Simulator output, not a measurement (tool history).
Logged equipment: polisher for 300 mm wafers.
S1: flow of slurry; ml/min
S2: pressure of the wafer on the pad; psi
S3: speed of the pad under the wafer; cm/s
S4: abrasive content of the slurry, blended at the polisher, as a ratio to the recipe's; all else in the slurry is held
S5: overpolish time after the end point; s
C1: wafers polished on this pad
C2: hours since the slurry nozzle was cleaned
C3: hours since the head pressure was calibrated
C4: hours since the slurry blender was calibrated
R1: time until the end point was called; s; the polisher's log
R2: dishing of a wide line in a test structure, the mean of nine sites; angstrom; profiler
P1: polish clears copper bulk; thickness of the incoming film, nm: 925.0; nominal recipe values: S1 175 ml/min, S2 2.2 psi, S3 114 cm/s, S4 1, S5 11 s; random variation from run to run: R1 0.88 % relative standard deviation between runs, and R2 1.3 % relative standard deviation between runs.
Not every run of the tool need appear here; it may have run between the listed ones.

run,day,S1,S2,S3,S4,S5,C1,C2,C3,C4,R1,R2
1,0.671,175,2.2,114,1,11,556,122.8,421.2,97.3,110.7,413.05
2,1.375,175,2.2,58,1,11,701,139.7,438.1,114.2,217.83,278.11
3,1.733,175,2.2,114,1,11,774,148.3,446.7,122.8,108.38,424.75
4,2.108,175,2.2,114,1,11,852,157.3,455.7,131.8,110.69,424.99
5,2.85,175,2.2,114,1,3,1004,175.1,473.5,149.6,109.33,171.82
# day 3.396: slurry blender recalibrated
6,3.4,175,2.2,52,1,19,1118,188.3,486.7,0.2,239.26,374.23
7,3.988,175,2.2,114,1,11,1239,202.4,500.8,14.3,111.72,428.75
8,4.579,175,1,54,1,11,1361,216.6,515,28.5,515.28,136.67
9,4.992,175,2.2,180,1,11,1446,226.5,524.9,38.4,68.796,514.58
10,5.425,175,2.2,114,1,20,1535,236.9,535.3,48.8,111.2,530.63
11,5.992,235,2.2,114,1,11,1652,250.5,548.9,62.4,106.11,433.58
12,6.671,105,2.2,114,1,11,1792,266.8,565.2,78.7,123.71,404.78
13,7.233,175,2.2,114,1,11,1907,280.3,578.7,92.2,109.4,424.7
14,7.696,175,2.2,158,1,16,2003,291.4,589.8,103.3,79.199,555.61
15,8.175,175,3.3,114,1,11,2101,302.9,601.3,114.8,73.492,524.22
16,8.771,175,2.2,114,1.5,11,2224,317.2,615.6,129.1,100.34,441.48
17,9.279,175,2.2,114,1,11,2329,329.4,627.8,141.3,108.93,426.4
18,10.008,175,1.5,114,1,11,2479,346.9,645.3,158.8,161.95,331.15
19,10.562,175,2.2,114,0.75,11,2593,360.2,658.6,172.1,115.7,416.28
20,10.996,175,2.2,114,1,11,2682,370.6,669,182.5,111.79,421.72
21,11.617,175,2.2,114,1,11,2810,385.5,683.9,197.4,115.1,422
22,12.192,175,2.2,114,1,11,2929,399.3,697.7,211.2,116.42,421.36
23,12.554,175,2.2,114,1,11,3003,408,706.4,219.9,119.39,405.38
24,13.054,175,2.2,114,1,11,3106,420,718.4,231.9,118.04,397
# day 13.2: head pressure recalibrated
# day 13.396: slurry blender recalibrated
25,13.517,175,2.2,114,1,11,3202,431.1,7.7,2.9,117.63,409.55
26,13.883,175,2.2,114,1,11,3277,439.9,16.5,11.7,123.18,403.31
27,14.542,175,2.2,114,1,11,3413,455.7,32.3,27.5,122,399.87
28,14.875,175,2.2,114,1,11,3482,463.7,40.3,35.5,120.75,408.91
29,15.554,175,2.2,114,1,11,3621,480,56.6,51.8,121.71,403.96

P1 has crept away from where it was. The log is fitted equally well by each of these 2 causes, at the sizes shown:
A: removal rate lost through wear of the pad, % = 8.91
B: slurry flow missing at the pad, % = 39.1
Creep in the process output first set in at about day 10.996.
Excluded causes, each with its reason:
head's pressure below its setpoint, %: serviced at day 13.2, after the drift had started, without restoring the earlier output
abrasive missing from the slurry, %: serviced at day 13.396, after the drift had started, without restoring the earlier output

Each of the check runs listed below is run on 2 wafers and reports their average, with the results left as question marks. Pick the one under which the possible causes would lead to clearly different results.
check 1,16.233,175,3.2,114,1,19,,,,,?,?
check 2,16.233,110,2.2,114,1.45,11,,,,,?,?
check 3,16.233,175,2.2,148,1,6,,,,,?,?
check 4,16.233,175,2.2,154,1,11,,,,,?,?

Expected result of each check under each candidate cause:
check,result,if A,if B
check 1,R1,83.082,83.096
check 1,R2,593.27,593.26
check 2,R1,121.43,127.38
check 2,R2,404.75,394.46
check 3,R1,93.084,93.1
check 3,R2,331.33,331.29
check 4,R1,89.458,89.473
check 4,R2,467.44,467.41
Smallest distance between any two causes, each pair judged by its most separating result, in per cent: check 1 0.02 %; check 2 4.78 %; check 3 0.02 %; check 4 0.02 %
The causes can be told apart only by check 2. The other checks would give nearly the same results under each of them.

Here is what check 2 returned: R1 122.38 s; R2 400.76 angstrom. Which cause is it?

Of the candidate causes, it is A: removal rate lost through wear of the pad, %.
